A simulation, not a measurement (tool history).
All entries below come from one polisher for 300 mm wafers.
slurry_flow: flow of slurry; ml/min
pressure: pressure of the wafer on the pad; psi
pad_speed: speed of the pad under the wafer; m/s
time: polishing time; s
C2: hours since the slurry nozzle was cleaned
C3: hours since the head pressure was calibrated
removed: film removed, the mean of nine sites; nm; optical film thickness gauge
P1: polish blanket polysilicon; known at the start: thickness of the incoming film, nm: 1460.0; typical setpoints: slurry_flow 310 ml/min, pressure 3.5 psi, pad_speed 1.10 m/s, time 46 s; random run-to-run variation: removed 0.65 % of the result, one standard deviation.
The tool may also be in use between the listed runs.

run 1 day=0.321 | slurry_flow=310 pressure=3.5 pad_speed=1.10 time=46 | wafers_polished_on_this_pad=685 C2=294.5 C3=224.3 | removed=455.03
run 2 day=0.738 | slurry_flow=310 pressure=3.5 pad_speed=1.10 time=46 | wafers_polished_on_this_pad=833 C2=304.5 C3=234.3 | removed=452.45
run 3 day=1.154 | slurry_flow=310 pressure=3.5 pad_speed=1.74 time=46 | wafers_polished_on_this_pad=981 C2=314.5 C3=244.3 | removed=712.11
run 4 day=1.767 | slurry_flow=310 pressure=3.5 pad_speed=1.10 time=68 | wafers_polished_on_this_pad=1198 C2=329.2 C3=259.0 | removed=668.54
run 5 day=2.175 | slurry_flow=310 pressure=2.1 pad_speed=1.10 time=46 | wafers_polished_on_this_pad=1342 C2=339.0 C3=268.8 | removed=272.60
run 6 day=2.517 | slurry_flow=310 pressure=3.5 pad_speed=1.10 time=46 | wafers_polished_on_this_pad=1463 C2=347.2 C3=277.0 | removed=451.38
run 7 day=2.942 | slurry_flow=310 pressure=3.5 pad_speed=0.50 time=46 | wafers_polished_on_this_pad=1614 C2=357.4 C3=287.2 | removed=206.48
run 8 day=3.333 | slurry_flow=435 pressure=3.5 pad_speed=0.58 time=46 | wafers_polished_on_this_pad=1753 C2=366.8 C3=296.6 | removed=242.70
run 9 day=3.679 | slurry_flow=415 pressure=3.5 pad_speed=1.10 time=46 | wafers_polished_on_this_pad=1875 C2=375.1 C3=304.9 | removed=465.32
run 10 day=4.388 | slurry_flow=310 pressure=3.5 pad_speed=1.10 time=46 | wafers_polished_on_this_pad=2126 C2=392.1 C3=321.9 | removed=453.51
run 11 day=5.042 | slurry_flow=185 pressure=3.5 pad_speed=1.10 time=46 | wafers_polished_on_this_pad=2358 C2=407.8 C3=337.6 | removed=428.98
run 12 day=5.646 | slurry_flow=310 pressure=3.5 pad_speed=1.10 time=22 | wafers_polished_on_this_pad=2572 C2=422.3 C3=352.1 | removed=215.31
run 13 day=6.133 | slurry_flow=310 pressure=3.5 pad_speed=1.10 time=46 | wafers_polished_on_this_pad=2745 C2=434.0 C3=363.8 | removed=453.10
run 14 day=6.604 | slurry_flow=185 pressure=4.5 pad_speed=1.10 time=46 | wafers_polished_on_this_pad=2912 C2=445.3 C3=375.1 | removed=549.07
run 15 day=7.062 | slurry_flow=310 pressure=4.5 pad_speed=1.10 time=46 | wafers_polished_on_this_pad=3074 C2=456.3 C3=386.1 | removed=585.38
run 16 day=7.654 | slurry_flow=310 pressure=3.5 pad_speed=1.10 time=46 | wafers_polished_on_this_pad=3284 C2=470.5 C3=400.3 | removed=449.11
run 17 day=8.283 | slurry_flow=310 pressure=3.5 pad_speed=1.10 time=46 | wafers_polished_on_this_pad=3507 C2=485.6 C3=415.4 | removed=445.90

Run 18 has not been measured yet. What should we expect?
run 18 day=8.946 | slurry_flow=310 pressure=3.5 pad_speed=1.10 time=46 | wafers_polished_on_this_pad=3742 C2=501.5 C3=431.3 | removed=?

{"run 18": {"removed": 440.28}}
